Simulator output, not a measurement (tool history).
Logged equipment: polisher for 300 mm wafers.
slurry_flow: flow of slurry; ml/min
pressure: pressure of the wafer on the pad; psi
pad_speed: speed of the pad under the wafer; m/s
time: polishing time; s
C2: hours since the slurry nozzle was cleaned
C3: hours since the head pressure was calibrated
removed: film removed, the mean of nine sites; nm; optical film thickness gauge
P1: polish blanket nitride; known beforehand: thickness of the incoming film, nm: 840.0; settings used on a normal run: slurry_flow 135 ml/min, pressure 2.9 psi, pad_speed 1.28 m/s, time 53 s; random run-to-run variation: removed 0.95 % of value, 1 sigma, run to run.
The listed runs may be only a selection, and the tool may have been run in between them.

Run 1, hour 8.5: slurry_flow 135 ml/min, pressure 2.9 psi, pad_speed 1.28 m/s, time 53 s; wafers polished on this pad 529; C2 548.8; C3 226. Result: removed 83.676 nm.
Run 2, hour 20.1: slurry_flow 135 ml/min, pressure 2.9 psi, pad_speed 1.72 m/s, time 53 s; wafers polished on this pad 655; C2 560.4; C3 237.6. Result: removed 104.54 nm.
Run 3, hour 31.9: slurry_flow 135 ml/min, pressure 2.9 psi, pad_speed 1.28 m/s, time 28 s; wafers polished on this pad 783; C2 572.2; C3 249.4. Result: removed 43.898 nm.
Run 4, hour 40.9: slurry_flow 135 ml/min, pressure 2.9 psi, pad_speed 0.58 m/s, time 53 s; wafers polished on this pad 881; C2 581.2; C3 258.4. Result: removed 44.384 nm.
Run 5, hour 56.2: slurry_flow 85 ml/min, pressure 2.1 psi, pad_speed 1.28 m/s, time 53 s; wafers polished on this pad 1047; C2 596.5; C3 273.7. Result: removed 54.715 nm.
Run 6, hour 69.6: slurry_flow 90 ml/min, pressure 2.9 psi, pad_speed 1.9 m/s, time 53 s; wafers polished on this pad 1192; C2 609.9; C3 287.1. Result: removed 104.53 nm.
Run 7, hour 83.7: slurry_flow 135 ml/min, pressure 2.9 psi, pad_speed 1.28 m/s, time 53 s; wafers polished on this pad 1345; C2 624; C3 301.2. Result: removed 82.634 nm.
Run 8, hour 92.9: slurry_flow 135 ml/min, pressure 4.5 psi, pad_speed 1.28 m/s, time 53 s; wafers polished on this pad 1445; C2 633.2; C3 310.4. Result: removed 127.7 nm.
Run 9, hour 107.7: slurry_flow 135 ml/min, pressure 1.5 psi, pad_speed 1.28 m/s, time 53 s; wafers polished on this pad 1606; C2 648; C3 325.2. Result: removed 42.147 nm.
Run 10, hour 125.4: slurry_flow 135 ml/min, pressure 2.9 psi, pad_speed 1.28 m/s, time 79 s; wafers polished on this pad 1798; C2 665.7; C3 342.9. Result: removed 123.77 nm.
Run 11, hour 136.4: slurry_flow 80 ml/min, pressure 2.9 psi, pad_speed 1.28 m/s, time 53 s; wafers polished on this pad 1918; C2 676.7; C3 353.9. Result: removed 73.321 nm.
At hour 148.7: slurry nozzle cleaned.
Run 12, hour 153.7: slurry_flow 135 ml/min, pressure 2.9 psi, pad_speed 1.28 m/s, time 53 s; wafers polished on this pad 2106; C2 5; C3 371.2. Result: removed 83.652 nm.
Run 13, hour 169.1: slurry_flow 195 ml/min, pressure 2.9 psi, pad_speed 1.28 m/s, time 53 s; wafers polished on this pad 2273; C2 20.4; C3 386.6. Result: removed 89.014 nm.
At hour 179.6: head pressure recalibrated.
Run 14, hour 181.9: slurry_flow 135 ml/min, pressure 2.9 psi, pad_speed 1.28 m/s, time 53 s; wafers polished on this pad 2412; C2 33.2; C3 2.3. Result: removed 82.228 nm.
Run 15, hour 199.2: slurry_flow 135 ml/min, pressure 2.9 psi, pad_speed 1.28 m/s, time 53 s; wafers polished on this pad 2600; C2 50.5; C3 19.6. Result: removed 82.324 nm.
Run 16, hour 217.7: slurry_flow 135 ml/min, pressure 2.9 psi, pad_speed 1.28 m/s, time 53 s; wafers polished on this pad 2801; C2 69; C3 38.1. Result: removed 82.628 nm.
Run 17, hour 227.7: slurry_flow 135 ml/min, pressure 2.9 psi, pad_speed 1.28 m/s, time 53 s; wafers polished on this pad 2909; C2 79; C3 48.1. Result: removed 82.587 nm.
Run 18, hour 240: slurry_flow 135 ml/min, pressure 2.9 psi, pad_speed 1.28 m/s, time 53 s; wafers polished on this pad 3043; C2 91.3; C3 60.4. Result: removed 81.942 nm.
Run 19, hour 256.6: slurry_flow 135 ml/min, pressure 2.9 psi, pad_speed 1.28 m/s, time 53 s; wafers polished on this pad 3223; C2 107.9; C3 77. Result: removed 77.323 nm.
At hour 264.9: head pressure recalibrated.
Run 20, hour 272.1: slurry_flow 135 ml/min, pressure 2.9 psi, pad_speed 1.28 m/s, time 53 s; wafers polished on this pad 3391; C2 123.4; C3 7.3. Result: removed 76.956 nm.
Run 21, hour 288.9: slurry_flow 135 ml/min, pressure 2.9 psi, pad_speed 1.28 m/s, time 53 s; wafers polished on this pad 3574; C2 140.2; C3 24.1. Result: removed 76.776 nm.
Run 22, hour 304.5: slurry_flow 135 ml/min, pressure 2.9 psi, pad_speed 1.28 m/s, time 53 s; wafers polished on this pad 3743; C2 155.8; C3 39.7. Result: removed 75.78 nm.
Run 23, hour 321.7: slurry_flow 135 ml/min, pressure 2.9 psi, pad_speed 1.28 m/s, time 53 s; wafers polished on this pad 3930; C2 173; C3 56.9. Result: removed 75.975 nm.

The output of P1 has drifted from where it used to be. Each of the 2 causes below, taken at the size shown beside it, accounts for the log equally well:
A: slurry flow missing at the pad, % = 33.1
B: removal rate lost through wear of the pad, % = 8.81
Creep in the process output first set in at about hour 227.7.
Each remaining cause and why it is not a fit:
head's pressure below its setpoint, %: was serviced at hour 264.9, once the creep was under way, yet the earlier output never came back

Of the 4 check runs below, each run on 3 wafers with the results averaged and each result still a question mark, which one would tell the listed causes apart?
Run check 1, hour 338.9: slurry_flow 135 ml/min, pressure 1.6 psi, pad_speed 1.28 m/s, time 53 s. Result: removed ?.
Run check 2, hour 338.9: slurry_flow 90 ml/min, pressure 2.9 psi, pad_speed 1.28 m/s, time 35 s. Result: removed ?.
Run check 3, hour 338.9: slurry_flow 135 ml/min, pressure 4.4 psi, pad_speed 1.28 m/s, time 53 s. Result: removed ?.
Run check 4, hour 338.9: slurry_flow 135 ml/min, pressure 3.6 psi, pad_speed 1.58 m/s, time 53 s. Result: removed ?.

What each check would give under each cause:
  check   result    if A    if B
check 1  removed  41.648  41.647
check 2  removed  43.691  45.414
check 3  removed  114.53  114.53
check 4  removed   110.9   110.9
Per check, the gap between the least separated pair of causes, taken in the result that splits them most: check 1 0 %; check 2 3.87 %; check 3 0 %; check 4 0 %
The other checks would show nearly matching results whichever cause is true, so check 2 is the only one that separates the causes.

Check 2 has now been run. It gave: removed 45.274 nm. Which of the candidate causes is it?

The correct cause is B, namely: removal rate lost through wear of the pad, %.
